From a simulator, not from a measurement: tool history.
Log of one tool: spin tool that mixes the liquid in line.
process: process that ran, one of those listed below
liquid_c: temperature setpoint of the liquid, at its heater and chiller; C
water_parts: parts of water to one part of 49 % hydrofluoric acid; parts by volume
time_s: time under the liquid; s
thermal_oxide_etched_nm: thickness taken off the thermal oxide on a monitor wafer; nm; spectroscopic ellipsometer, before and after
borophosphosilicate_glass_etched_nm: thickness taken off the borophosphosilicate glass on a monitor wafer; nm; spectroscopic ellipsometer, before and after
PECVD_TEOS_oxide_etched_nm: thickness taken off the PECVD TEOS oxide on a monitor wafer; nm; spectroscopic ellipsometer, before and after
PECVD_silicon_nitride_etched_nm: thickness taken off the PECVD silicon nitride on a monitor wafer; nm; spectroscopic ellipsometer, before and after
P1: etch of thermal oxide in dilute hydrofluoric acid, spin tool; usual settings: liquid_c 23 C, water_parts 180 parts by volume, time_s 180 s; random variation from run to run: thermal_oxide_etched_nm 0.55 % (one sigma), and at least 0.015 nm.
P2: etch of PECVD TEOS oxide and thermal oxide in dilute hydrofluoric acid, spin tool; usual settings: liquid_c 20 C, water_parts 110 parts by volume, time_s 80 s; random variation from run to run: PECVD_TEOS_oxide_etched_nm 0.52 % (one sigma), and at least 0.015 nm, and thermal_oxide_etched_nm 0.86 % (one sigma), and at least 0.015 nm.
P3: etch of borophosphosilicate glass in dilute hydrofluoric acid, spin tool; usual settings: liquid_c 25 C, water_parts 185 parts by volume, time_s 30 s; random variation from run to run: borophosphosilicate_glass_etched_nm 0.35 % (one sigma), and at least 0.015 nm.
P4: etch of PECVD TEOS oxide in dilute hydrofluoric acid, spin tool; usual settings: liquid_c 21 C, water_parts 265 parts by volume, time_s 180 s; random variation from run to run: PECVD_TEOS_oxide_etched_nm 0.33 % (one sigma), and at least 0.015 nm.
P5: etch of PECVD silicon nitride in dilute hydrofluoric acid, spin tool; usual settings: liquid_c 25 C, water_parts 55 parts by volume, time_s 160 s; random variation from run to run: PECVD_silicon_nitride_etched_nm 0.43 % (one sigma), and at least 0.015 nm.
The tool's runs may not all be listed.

run	day	process	liquid_c	water_parts	time_s	hours since the thermometer was replaced	hours since the hydrofluoric acid flow meter was replaced	thermal_oxide_etched_nm	borophosphosilicate_glass_etched_nm	PECVD_TEOS_oxide_etched_nm	PECVD_silicon_nitride_etched_nm
1	0.362	P1	23	180	180	787.6	278.8	3.9604			
2	0.779	P3	25	185	30	797.6	288.8		9.4796		
3	1.188	P1	23	180	180	807.4	298.6	3.9673			
4	1.867	P2	20	190	80	823.7	314.9	1.5935		2.6997	
5	2.383	P2	17	110	80	836.1	327.3	2.5534		4.54	
6	2.721	P1	17	180	180	844.2	335.4	3.1375			
7	3.05	P4	21	265	280	852.1	343.3			11.797	
8	3.521	P4	21	265	180	863.4	354.6			7.5764	
9	4.242	P4	17	265	180	880.7	371.9			6.4951	
10	4.917	P1	23	180	180	896.9	388.1	4.0024			
11	5.45	P4	21	265	180	909.7	400.9			7.5894	
12	5.967	P5	25	55	160	922.1	413.3				17.183
13	6.308	P1	29.5	100	180	930.3	421.5	10.051			
14	6.696	P2	20	110	80	939.6	430.8	2.9306		5.1393	
15	7.454	P1	23	180	15	957.8	449	0.36105			
16	8.029	P5	25	55	285	971.6	462.8				30.676
17	8.588	P4	21	375	180	985	476.2			4.8298	
18	9.029	P2	20	110	30	995.6	486.8	1.0725		1.9368	
19	9.7	P3	18.5	185	30	1011.7	502.9		7.444		
20	10.367	P1	18.5	280	180	1027.7	518.9	1.9579			
21	10.812	P1	23	180	180	1038.4	529.6	4.0169			
22	11.475	P5	25	55	160	1054.3	545.5				17.29
23	11.867	P3	25	45	30	1063.7	554.9		46.363		
24	12.542	P1	23	250	180	1079.9	571.1	2.6631			
25	13.262	P1	23	90	180	1097.2	588.4	8.7686			
26	13.875	P3	25	185	55	1111.9	603.1		17.355		
27	14.412	P1	29.5	180	180	1124.8	616	5.0454			
28	15.121	P3	25	185	30	1141.8	633		9.5184		
29	15.838	P5	29	55	160	1159	650.2				22.383
30	16.308	P5	25	100	160	1170.3	661.5				9.5227
31	16.746	P1	23	180	285	1180.8	672	6.2467			
32	17.446	P2	20	110	80	1197.6	688.8	2.9185		5.1549	
33	17.917	P1	23	180	180	1208.9	700.1	3.9672			
34	18.429	P1	23	180	180	1221.2	712.4	3.8621			
35	19.083	P1	23	180	180	1236.9	728.1	3.8214			
36	19.792	P1	23	180	180	1253.9	745.1	3.7286			
37	20.342	P1	23	180	180	1267.1	758.3	3.7426			
38	20.729	P1	23	180	180	1276.4	767.6	3.7288			
39	21.217	P1	23	180	180	1288.1	779.3	3.6812			
40	21.596	P1	23	180	180	1297.2	788.4	3.6926			
41	21.95	P1	23	180	180	1305.7	796.9	3.7153			

What P1 gives has crept away from where it was. These 2 causes fit the log equally well, each at the size given:
A: liquid colder than its thermometer reads (K) = 1.72
B: hydrofluoric acid flow below the setpoint (%) = 5.33
The creep began at about day 17.917.

4 check runs are offered, one wafer each, their results left as question marks. Which one tells the causes apart?
check 1	22.304	P2	20	110	80			?		?	
check 2	22.304	P4	21	265	180					?	
check 3	22.304	P3	25	185	30				?		
check 4	22.304	P5	25	55	160						?

What each check would give under each cause:
check	result	if A	if B
check 1	thermal_oxide_etched_nm	2.7162	2.7413
check 1	PECVD_TEOS_oxide_etched_nm	4.8187	4.8633
check 2	PECVD_TEOS_oxide_etched_nm	7.1204	7.0861
check 3	borophosphosilicate_glass_etched_nm	8.9305	8.9102
check 4	PECVD_silicon_nitride_etched_nm	15.321	16.296
How far apart the two closest causes lie, in the result that separates them most: check 1 0.92 %; check 2 0.48 %; check 3 0.23 %; check 4 6.17 %
Only check 4 tells the causes apart: in the others they would give nearly the same result.

Then check 4 was run and gave: PECVD_silicon_nitride_etched_nm 15.36 nm. Which cause is it?

It is A: liquid colder than its thermometer reads (K).
